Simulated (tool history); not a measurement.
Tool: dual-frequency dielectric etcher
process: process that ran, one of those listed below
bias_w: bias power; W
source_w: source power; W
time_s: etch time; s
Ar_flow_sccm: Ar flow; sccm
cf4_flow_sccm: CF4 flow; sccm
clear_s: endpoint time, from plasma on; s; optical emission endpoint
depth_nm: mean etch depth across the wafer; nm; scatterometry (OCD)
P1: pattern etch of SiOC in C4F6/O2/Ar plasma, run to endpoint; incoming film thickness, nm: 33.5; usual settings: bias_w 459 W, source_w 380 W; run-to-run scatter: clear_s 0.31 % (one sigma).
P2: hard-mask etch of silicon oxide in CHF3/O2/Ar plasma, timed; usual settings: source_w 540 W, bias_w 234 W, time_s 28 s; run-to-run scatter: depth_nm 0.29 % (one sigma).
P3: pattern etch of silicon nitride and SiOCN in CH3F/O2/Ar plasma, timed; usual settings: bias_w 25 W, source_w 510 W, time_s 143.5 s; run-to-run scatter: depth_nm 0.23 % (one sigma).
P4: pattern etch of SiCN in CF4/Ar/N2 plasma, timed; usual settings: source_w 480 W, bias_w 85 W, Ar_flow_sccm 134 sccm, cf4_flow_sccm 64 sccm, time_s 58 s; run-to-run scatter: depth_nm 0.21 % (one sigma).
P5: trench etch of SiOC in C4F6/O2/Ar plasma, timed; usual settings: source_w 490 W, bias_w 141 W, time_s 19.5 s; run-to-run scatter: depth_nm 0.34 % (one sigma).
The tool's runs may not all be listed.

run,day,process,bias_w,source_w,time_s,Ar_flow_sccm,cf4_flow_sccm,hours since the last wet clean,hours since the last bias power generator calibration,hours since the last source power generator calibration,clear_s,depth_nm
1,0.646,P1,459,380,,,,60.9,502.4,2358,12.004,
2,1.35,P2,310,540,28,,,77.8,519.3,2374.9,,65.867
3,1.967,P3,25,510,214,,,92.6,534.1,2389.7,,32.967
4,2.579,P2,234,310,28,,,107.3,548.8,2404.4,,47.873
5,3.025,P3,32,510,143.5,,,118,559.5,2415.1,,24.721
6,3.4,P4,112,480,58,134,64,127,568.5,2424.1,,59.921
# day 3.588: bias power generator calibrated
7,3.721,P1,459,280,,,,134.7,3.2,2431.8,13.558,
8,4.388,P2,234,540,28,,,150.7,19.2,2447.8,,59.371
9,5.021,P1,300,380,,,,165.9,34.4,2463,14.041,
10,5.446,P1,459,450,,,,176.1,44.6,2473.2,11.382,
11,6.121,P5,141,490,10.5,,,192.3,60.8,2489.4,,21.576
12,6.7,P2,234,540,28,,,206.2,74.7,2503.3,,58.887
13,7.138,P2,234,540,19,,,216.7,85.2,2513.8,,40.131
14,7.808,P4,85,480,32,134,64,232.8,101.3,2529.9,,29.667
15,8.233,P1,354,220,,,,243,111.5,2540.1,16.259,
16,8.792,P5,141,490,19.5,,,256.4,124.9,2553.5,,40.06
17,9.129,P1,459,380,,,,264.5,133,2561.6,12.031,
18,9.721,P4,85,630,58,134,64,278.7,147.2,2575.8,,67.714
19,10.4,P1,459,380,,,,295,163.5,2592.1,12.104,
20,10.942,P3,25,510,143.5,,,308,176.5,2605.1,,22.058
21,11.508,P5,199,490,19.5,,,321.6,190.1,2618.7,,44.283
22,12.033,P1,459,380,,,,334.2,202.7,2631.3,12.086,
23,12.746,P1,592,380,,,,351.3,219.8,2648.4,11.003,
24,13.242,P4,85,480,58,134,64,363.2,231.7,2660.3,,53.583

Run 25 comes next. What will it give?
25,13.862,P3,25,400,143.5,,,378.1,246.6,2675.2,,?

depth_nm: 20.192 nm
